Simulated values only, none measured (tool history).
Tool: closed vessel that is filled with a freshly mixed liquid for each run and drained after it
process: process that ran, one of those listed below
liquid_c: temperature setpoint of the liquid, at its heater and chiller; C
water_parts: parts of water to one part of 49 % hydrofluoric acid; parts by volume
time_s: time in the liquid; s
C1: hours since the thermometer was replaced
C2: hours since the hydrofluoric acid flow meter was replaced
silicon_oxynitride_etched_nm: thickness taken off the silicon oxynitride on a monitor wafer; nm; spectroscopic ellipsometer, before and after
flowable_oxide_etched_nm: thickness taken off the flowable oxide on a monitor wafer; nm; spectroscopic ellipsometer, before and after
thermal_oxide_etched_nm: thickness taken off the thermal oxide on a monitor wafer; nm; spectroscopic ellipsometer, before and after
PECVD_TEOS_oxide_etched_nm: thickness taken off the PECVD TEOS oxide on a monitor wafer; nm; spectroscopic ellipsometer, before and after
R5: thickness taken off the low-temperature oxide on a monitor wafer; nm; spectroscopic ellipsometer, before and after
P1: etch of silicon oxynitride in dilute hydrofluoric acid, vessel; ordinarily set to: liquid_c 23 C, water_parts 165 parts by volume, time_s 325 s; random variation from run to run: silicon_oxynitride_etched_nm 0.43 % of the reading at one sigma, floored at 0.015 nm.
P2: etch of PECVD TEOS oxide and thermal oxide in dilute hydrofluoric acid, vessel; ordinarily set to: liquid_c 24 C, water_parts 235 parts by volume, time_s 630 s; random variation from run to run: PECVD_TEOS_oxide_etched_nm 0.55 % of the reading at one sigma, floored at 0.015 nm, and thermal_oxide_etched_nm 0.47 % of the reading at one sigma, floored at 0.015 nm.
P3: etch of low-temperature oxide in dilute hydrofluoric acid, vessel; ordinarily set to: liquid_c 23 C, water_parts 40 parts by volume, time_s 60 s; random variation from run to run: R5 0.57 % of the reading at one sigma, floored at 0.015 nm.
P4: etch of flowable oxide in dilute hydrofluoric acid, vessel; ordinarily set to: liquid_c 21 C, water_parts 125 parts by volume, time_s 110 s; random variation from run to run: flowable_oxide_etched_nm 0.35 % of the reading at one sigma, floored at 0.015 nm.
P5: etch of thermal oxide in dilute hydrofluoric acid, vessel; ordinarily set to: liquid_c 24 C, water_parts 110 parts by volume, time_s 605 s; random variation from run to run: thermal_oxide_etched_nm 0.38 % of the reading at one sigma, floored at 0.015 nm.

{"run": 1, "hour": 7.7, "process": "P1", "liquid_c": 23, "water_parts": 165, "time_s": 325, "C1": 768.7, "C2": 1001.1, "silicon_oxynitride_etched_nm": 6.4621}
{"run": 2, "hour": 14.4, "process": "P4", "liquid_c": 21, "water_parts": 125, "time_s": 110, "C1": 775.4, "C2": 1007.8, "flowable_oxide_etched_nm": 33.345}
{"run": 3, "hour": 25.0, "process": "P1", "liquid_c": 23, "water_parts": 165, "time_s": 495, "C1": 786, "C2": 1018.4, "silicon_oxynitride_etched_nm": 9.7385}
{"run": 4, "hour": 31.0, "process": "P5", "liquid_c": 24, "water_parts": 110, "time_s": 605, "C1": 792, "C2": 1024.4, "thermal_oxide_etched_nm": 25.961}
{"run": 5, "hour": 42.4, "process": "P5", "liquid_c": 24, "water_parts": 30, "time_s": 605, "C1": 803.4, "C2": 1035.8, "thermal_oxide_etched_nm": 105.22}
{"run": 6, "hour": 53.2, "process": "P4", "liquid_c": 21, "water_parts": 55, "time_s": 110, "C1": 814.2, "C2": 1046.6, "flowable_oxide_etched_nm": 82.673}
{"run": 7, "hour": 61.8, "process": "P1", "liquid_c": 23, "water_parts": 165, "time_s": 325, "C1": 822.8, "C2": 1055.2, "silicon_oxynitride_etched_nm": 6.449}
{"run": 8, "hour": 69.9, "process": "P2", "liquid_c": 24, "water_parts": 235, "time_s": 630, "C1": 830.9, "C2": 1063.3, "thermal_oxide_etched_nm": 11.11, "PECVD_TEOS_oxide_etched_nm": 34.711}
{"run": 9, "hour": 81.1, "process": "P5", "liquid_c": 24, "water_parts": 110, "time_s": 285, "C1": 842.1, "C2": 1074.5, "thermal_oxide_etched_nm": 12.389}
{"run": 10, "hour": 91.0, "process": "P4", "liquid_c": 17, "water_parts": 125, "time_s": 110, "C1": 852, "C2": 1084.4, "flowable_oxide_etched_nm": 28.683}
{"run": 11, "hour": 97.2, "process": "P1", "liquid_c": 23, "water_parts": 90, "time_s": 325, "C1": 858.2, "C2": 1090.6, "silicon_oxynitride_etched_nm": 12.478}
{"run": 12, "hour": 106.4, "process": "P1", "liquid_c": 23, "water_parts": 165, "time_s": 325, "C1": 867.4, "C2": 1099.8, "silicon_oxynitride_etched_nm": 6.4298}
{"run": 13, "hour": 111.5, "process": "P1", "liquid_c": 23, "water_parts": 165, "time_s": 325, "C1": 872.5, "C2": 1104.9, "silicon_oxynitride_etched_nm": 6.4327}
{"run": 14, "hour": 122.2, "process": "P1", "liquid_c": 23, "water_parts": 165, "time_s": 325, "C1": 883.2, "C2": 1115.6, "silicon_oxynitride_etched_nm": 6.41}
{"run": 15, "hour": 130.6, "process": "P1", "liquid_c": 18.5, "water_parts": 165, "time_s": 325, "C1": 891.6, "C2": 1124, "silicon_oxynitride_etched_nm": 5.2361}
{"run": 16, "hour": 141.2, "process": "P2", "liquid_c": 29.5, "water_parts": 235, "time_s": 630, "C1": 902.2, "C2": 1134.6, "thermal_oxide_etched_nm": 13.391, "PECVD_TEOS_oxide_etched_nm": 41.771}
{"run": 17, "hour": 150.6, "process": "P3", "liquid_c": 23, "water_parts": 40, "time_s": 60, "C1": 911.6, "C2": 1144, "R5": 44.766}
{"run": 18, "hour": 156.9, "process": "P1", "liquid_c": 27, "water_parts": 165, "time_s": 325, "C1": 917.9, "C2": 1150.3, "silicon_oxynitride_etched_nm": 7.7058}
{"run": 19, "hour": 167.9, "process": "P4", "liquid_c": 21, "water_parts": 125, "time_s": 30, "C1": 928.9, "C2": 1161.3, "flowable_oxide_etched_nm": 9.1262}
{"run": 20, "hour": 177.6, "process": "P2", "liquid_c": 24, "water_parts": 365, "time_s": 630, "C1": 938.6, "C2": 1171, "thermal_oxide_etched_nm": 6.3169, "PECVD_TEOS_oxide_etched_nm": 19.604}
{"run": 21, "hour": 184.1, "process": "P3", "liquid_c": 23, "water_parts": 40, "time_s": 105, "C1": 945.1, "C2": 1177.5, "R5": 77.389}
{"run": 22, "hour": 192.3, "process": "P3", "liquid_c": 17, "water_parts": 40, "time_s": 60, "C1": 953.3, "C2": 1185.7, "R5": 34.064}
{"run": 23, "hour": 203.7, "process": "P1", "liquid_c": 23, "water_parts": 245, "time_s": 325, "C1": 964.7, "C2": 1197.1, "silicon_oxynitride_etched_nm": 4.1139}
{"run": 24, "hour": 212.7, "process": "P1", "liquid_c": 23, "water_parts": 165, "time_s": 325, "C1": 973.7, "C2": 1206.1, "silicon_oxynitride_etched_nm": 6.4609}
{"run": 25, "hour": 218.8, "process": "P5", "liquid_c": 17, "water_parts": 110, "time_s": 605, "C1": 979.8, "C2": 1212.2, "thermal_oxide_etched_nm": 19.459}
{"run": 26, "hour": 228.4, "process": "P1", "liquid_c": 23, "water_parts": 165, "time_s": 100, "C1": 989.4, "C2": 1221.8, "silicon_oxynitride_etched_nm": 1.9978}
{"run": 27, "hour": 239.8, "process": "P3", "liquid_c": 23, "water_parts": 20, "time_s": 60, "C1": 1000.8, "C2": 1233.2, "R5": 90.92}
{"hour": 240.8, "done": "thermometer replaced"}
{"run": 28, "hour": 250.7, "process": "P2", "liquid_c": 24, "water_parts": 235, "time_s": 630, "C1": 10, "C2": 1244.1, "thermal_oxide_etched_nm": 11.11, "PECVD_TEOS_oxide_etched_nm": 34.987}
{"run": 29, "hour": 256.9, "process": "P2", "liquid_c": 24, "water_parts": 235, "time_s": 265, "C1": 16.2, "C2": 1250.3, "thermal_oxide_etched_nm": 4.7121, "PECVD_TEOS_oxide_etched_nm": 14.65}

For run 30, what comes out?
{"run": 30, "hour": 264.8, "process": "P5", "liquid_c": 24, "water_parts": 110, "time_s": 605, "C1": 24.1, "C2": 1258.2, "thermal_oxide_etched_nm": "?"}

{"run 30": {"thermal_oxide_etched_nm": 26.023}}
